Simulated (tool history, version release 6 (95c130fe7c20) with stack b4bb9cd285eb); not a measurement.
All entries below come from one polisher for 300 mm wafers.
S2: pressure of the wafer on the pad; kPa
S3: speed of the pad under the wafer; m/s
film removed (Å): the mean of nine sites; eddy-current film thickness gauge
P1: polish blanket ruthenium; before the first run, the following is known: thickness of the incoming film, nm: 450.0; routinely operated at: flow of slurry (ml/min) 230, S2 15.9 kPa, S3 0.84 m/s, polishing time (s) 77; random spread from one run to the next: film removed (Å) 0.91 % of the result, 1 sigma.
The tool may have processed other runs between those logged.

run 1 hour=3 | flow_of_slurry_(ml/min)=230 S2=15.9 S3=0.84 polishing_time_(s)=77 | film_removed_(Å)=751.71
run 2 hour=6.7 | flow_of_slurry_(ml/min)=230 S2=15.9 S3=0.84 polishing_time_(s)=45 | film_removed_(Å)=431.44
run 3 hour=10.2 | flow_of_slurry_(ml/min)=230 S2=24.1 S3=0.84 polishing_time_(s)=77 | film_removed_(Å)=1122.3
run 4 hour=16.8 | flow_of_slurry_(ml/min)=140 S2=15.9 S3=0.84 polishing_time_(s)=77 | film_removed_(Å)=693.46
run 5 hour=20.6 | flow_of_slurry_(ml/min)=230 S2=15.9 S3=0.84 polishing_time_(s)=113 | film_removed_(Å)=1102.3
-- hour=25.7 slurry nozzle cleaned
run 6 hour=26.8 | flow_of_slurry_(ml/min)=230 S2=21.4 S3=1.06 polishing_time_(s)=77 | film_removed_(Å)=1254.9
run 7 hour=30.6 | flow_of_slurry_(ml/min)=230 S2=15.9 S3=0.84 polishing_time_(s)=77 | film_removed_(Å)=744.83
run 8 hour=34.1 | flow_of_slurry_(ml/min)=230 S2=15.9 S3=0.38 polishing_time_(s)=77 | film_removed_(Å)=336.13
run 9 hour=38.8 | flow_of_slurry_(ml/min)=230 S2=15.9 S3=1.26 polishing_time_(s)=77 | film_removed_(Å)=1116.1
run 10 hour=42.5 | flow_of_slurry_(ml/min)=345 S2=15.9 S3=0.84 polishing_time_(s)=77 | film_removed_(Å)=783.77
run 11 hour=46.2 | flow_of_slurry_(ml/min)=230 S2=15.9 S3=0.84 polishing_time_(s)=77 | film_removed_(Å)=743.39
run 12 hour=51.6 | flow_of_slurry_(ml/min)=230 S2=15.9 S3=0.84 polishing_time_(s)=77 | film_removed_(Å)=751.25
run 13 hour=55.6 | flow_of_slurry_(ml/min)=230 S2=10.3 S3=0.84 polishing_time_(s)=77 | film_removed_(Å)=492.59
run 14 hour=59.7 | flow_of_slurry_(ml/min)=230 S2=15.9 S3=0.84 polishing_time_(s)=77 | film_removed_(Å)=742.85
run 15 hour=66.1 | flow_of_slurry_(ml/min)=230 S2=15.9 S3=0.84 polishing_time_(s)=77 | film_removed_(Å)=721.9
run 16 hour=70 | flow_of_slurry_(ml/min)=230 S2=15.9 S3=0.84 polishing_time_(s)=77 | film_removed_(Å)=729.83
run 17 hour=74.8 | flow_of_slurry_(ml/min)=230 S2=15.9 S3=0.84 polishing_time_(s)=77 | film_removed_(Å)=723.38
run 18 hour=79.9 | flow_of_slurry_(ml/min)=230 S2=15.9 S3=0.84 polishing_time_(s)=77 | film_removed_(Å)=699.95
run 19 hour=83.5 | flow_of_slurry_(ml/min)=230 S2=15.9 S3=0.84 polishing_time_(s)=77 | film_removed_(Å)=703.14
run 20 hour=86.6 | flow_of_slurry_(ml/min)=230 S2=15.9 S3=0.84 polishing_time_(s)=77 | film_removed_(Å)=714.11
-- hour=89.7 head pressure recalibrated
run 21 hour=90.3 | flow_of_slurry_(ml/min)=230 S2=15.9 S3=0.84 polishing_time_(s)=77 | film_removed_(Å)=688.82
run 22 hour=95.7 | flow_of_slurry_(ml/min)=230 S2=15.9 S3=0.84 polishing_time_(s)=77 | film_removed_(Å)=712.29
run 23 hour=99.6 | flow_of_slurry_(ml/min)=230 S2=15.9 S3=0.84 polishing_time_(s)=77 | film_removed_(Å)=708.95
run 24 hour=102.6 | flow_of_slurry_(ml/min)=230 S2=15.9 S3=0.84 polishing_time_(s)=77 | film_removed_(Å)=696.23
run 25 hour=108.5 | flow_of_slurry_(ml/min)=230 S2=15.9 S3=0.84 polishing_time_(s)=77 | film_removed_(Å)=709.34

The log shows P1 creeping away from where it was. Any of the 2 causes listed here, at the size stated for it, fits the log just as well as the others:
A: slurry flow missing at the pad, % = 33
B: removal rate lost through wear of the pad, % = 5.49
Creep in the process output first set in at about hour 59.7.
Why every other cause is out:
head's pressure below its setpoint, %: serviced after onset, at hour 89.7, with no recovery of the prior output

The list below offers 4 check runs, each averaging the results of 5 wafers, and shows each result as a question mark. For which of them would the listed causes give clearly different results?
run check 1 hour=114.4 | flow_of_slurry_(ml/min)=230 S2=15.9 S3=0.4 polishing_time_(s)=77 | film_removed_(Å)=?
run check 2 hour=114.4 | flow_of_slurry_(ml/min)=230 S2=15.9 S3=1.12 polishing_time_(s)=100 | film_removed_(Å)=?
run check 3 hour=114.4 | flow_of_slurry_(ml/min)=230 S2=15.9 S3=0.38 polishing_time_(s)=77 | film_removed_(Å)=?
run check 4 hour=114.4 | flow_of_slurry_(ml/min)=140 S2=15.9 S3=0.84 polishing_time_(s)=77 | film_removed_(Å)=?

What every check run would give for each of its results, assuming each possible cause in turn:
check=check_1 result=film_removed_(Å) if_A=335.31 if_B=335.29
check=check_2 result=film_removed_(Å) if_A=1219.3 if_B=1219.2
check=check_3 result=film_removed_(Å) if_A=318.54 if_B=318.52
check=check_4 result=film_removed_(Å) if_A=633.44 if_B=654.32
Gap, in per cent, between the two causes that each check separates least, read from the result that separates them most: check 1 0.01 %; check 2 0.01 %; check 3 0.01 %; check 4 3.24 %
Check 4 distinguishes between the causes, while the remaining checks would return nearly the same result for all of them.

Here is what check 4 returned: film removed (Å) 632.44. Which cause is it?

It is A: slurry flow missing at the pad, %.
